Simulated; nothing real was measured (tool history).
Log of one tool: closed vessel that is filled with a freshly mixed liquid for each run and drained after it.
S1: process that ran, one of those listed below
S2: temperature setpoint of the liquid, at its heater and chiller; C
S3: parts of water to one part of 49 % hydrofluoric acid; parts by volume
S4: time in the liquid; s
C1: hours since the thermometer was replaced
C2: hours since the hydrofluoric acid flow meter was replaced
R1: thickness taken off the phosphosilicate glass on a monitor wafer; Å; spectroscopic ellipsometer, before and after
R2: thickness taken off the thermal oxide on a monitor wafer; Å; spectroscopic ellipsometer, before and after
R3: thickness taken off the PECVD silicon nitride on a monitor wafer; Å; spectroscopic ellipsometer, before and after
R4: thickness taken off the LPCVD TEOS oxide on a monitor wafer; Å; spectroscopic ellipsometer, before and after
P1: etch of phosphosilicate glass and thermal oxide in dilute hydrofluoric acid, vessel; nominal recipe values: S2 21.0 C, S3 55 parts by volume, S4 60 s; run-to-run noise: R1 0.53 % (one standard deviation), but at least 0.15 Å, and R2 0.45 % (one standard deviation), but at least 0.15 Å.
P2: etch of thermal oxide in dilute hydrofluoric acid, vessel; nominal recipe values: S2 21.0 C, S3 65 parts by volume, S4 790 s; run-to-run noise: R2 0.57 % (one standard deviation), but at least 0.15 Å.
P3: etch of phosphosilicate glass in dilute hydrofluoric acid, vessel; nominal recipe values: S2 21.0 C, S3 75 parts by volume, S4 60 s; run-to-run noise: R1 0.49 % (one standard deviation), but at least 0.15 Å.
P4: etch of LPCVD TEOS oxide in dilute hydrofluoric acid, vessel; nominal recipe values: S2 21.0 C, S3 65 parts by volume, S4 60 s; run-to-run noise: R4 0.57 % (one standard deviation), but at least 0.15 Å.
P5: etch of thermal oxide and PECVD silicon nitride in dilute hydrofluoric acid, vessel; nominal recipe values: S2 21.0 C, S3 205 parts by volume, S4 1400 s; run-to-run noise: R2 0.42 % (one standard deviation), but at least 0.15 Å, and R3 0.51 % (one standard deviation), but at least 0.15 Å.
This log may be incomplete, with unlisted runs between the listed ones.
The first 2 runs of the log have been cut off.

| run | hour | S1 | S2 | S3 | S4 | C1 | C2 | R1 | R2 | R3 | R4 |
|---|---|---|---|---|---|---|---|---|---|---|---|
| 3 | 22.5 | P2 | 21.0 | 40 | 790 | 1395.6 | 1723.0 |  | 874.750 |  |  |
| 4 | 27.7 | P5 | 21.0 | 205 | 185 | 1400.8 | 1728.2 |  | 32.618 | 31.941 |  |
| 5 | 35.8 | P4 | 21.0 | 65 | 30 | 1408.9 | 1736.3 |  |  |  | 178.91 |
| 6 | 43.5 | P1 | 21.0 | 20 | 85 | 1416.6 | 1744.0 | 4138.70 | 203.940 |  |  |
| 7 | 50.7 | P5 | 21.0 | 55 | 1400 | 1423.8 | 1751.2 |  | 1093.500 | 882.960 |  |
| 8 | 59.6 | P5 | 21.0 | 205 | 1400 | 1432.7 | 1760.1 |  | 246.510 | 244.450 |  |
| 9 | 68.4 | P3 | 27.5 | 75 | 60 | 1441.5 | 1768.9 | 576.73 |  |  |  |
| 10 | 76.6 | P2 | 21.0 | 65 | 790 | 1449.7 | 1777.1 |  | 524.130 |  |  |
| 11 | 85.0 | P1 | 21.0 | 35 | 95 | 1458.1 | 1785.5 | 2576.50 | 126.660 |  |  |
| 12 | 92.2 | P2 | 21.0 | 65 | 790 | 1465.3 | 1792.7 |  | 522.940 |  |  |
| 13 | 97.1 | P1 | 29.0 | 55 | 60 | 1470.2 | 1797.6 | 1414.60 | 69.577 |  |  |
|  | 101.7 | thermometer replaced |
| 14 | 103.6 | P1 | 21.0 | 55 | 115 | 1.9 | 1804.1 | 1938.20 | 95.545 |  |  |
| 15 | 111.0 | P4 | 21.0 | 110 | 60 | 9.3 | 1811.5 |  |  |  | 196.76 |
| 16 | 118.6 | P5 | 21.0 | 205 | 1400 | 16.9 | 1819.1 |  | 246.330 | 244.750 |  |
| 17 | 125.0 | P4 | 17.0 | 65 | 60 | 23.3 | 1825.5 |  |  |  | 301.54 |
| 18 | 132.3 | P1 | 21.0 | 55 | 60 | 30.6 | 1832.8 | 1019.90 | 49.857 |  |  |
| 19 | 141.9 | P1 | 21.0 | 25 | 60 | 40.2 | 1842.4 | 2294.40 | 114.270 |  |  |
| 20 | 152.8 | P1 | 17.0 | 55 | 60 | 51.1 | 1853.3 | 859.46 | 42.498 |  |  |
| 21 | 163.6 | P4 | 21.0 | 65 | 60 | 61.9 | 1864.1 |  |  |  | 350.92 |
| 22 | 171.2 | P2 | 21.0 | 65 | 1580 | 69.5 | 1871.7 |  | 1050.400 |  |  |
| 23 | 181.3 | P3 | 21.0 | 75 | 60 | 79.6 | 1881.8 | 445.08 |  |  |  |
| 24 | 192.0 | P1 | 21.0 | 55 | 30 | 90.3 | 1892.5 | 503.22 | 25.186 |  |  |
| 25 | 202.1 | P1 | 21.0 | 55 | 60 | 100.4 | 1902.6 | 1009.00 | 49.792 |  |  |
| 26 | 210.6 | P2 | 17.0 | 65 | 790 | 108.9 | 1911.1 |  | 438.410 |  |  |

For run 27, what comes out?
| 27 | 216.3 | P3 | 21.0 | 75 | 60 | 114.6 | 1916.8 | ? |  |  |  |

R1: 445.77 Å
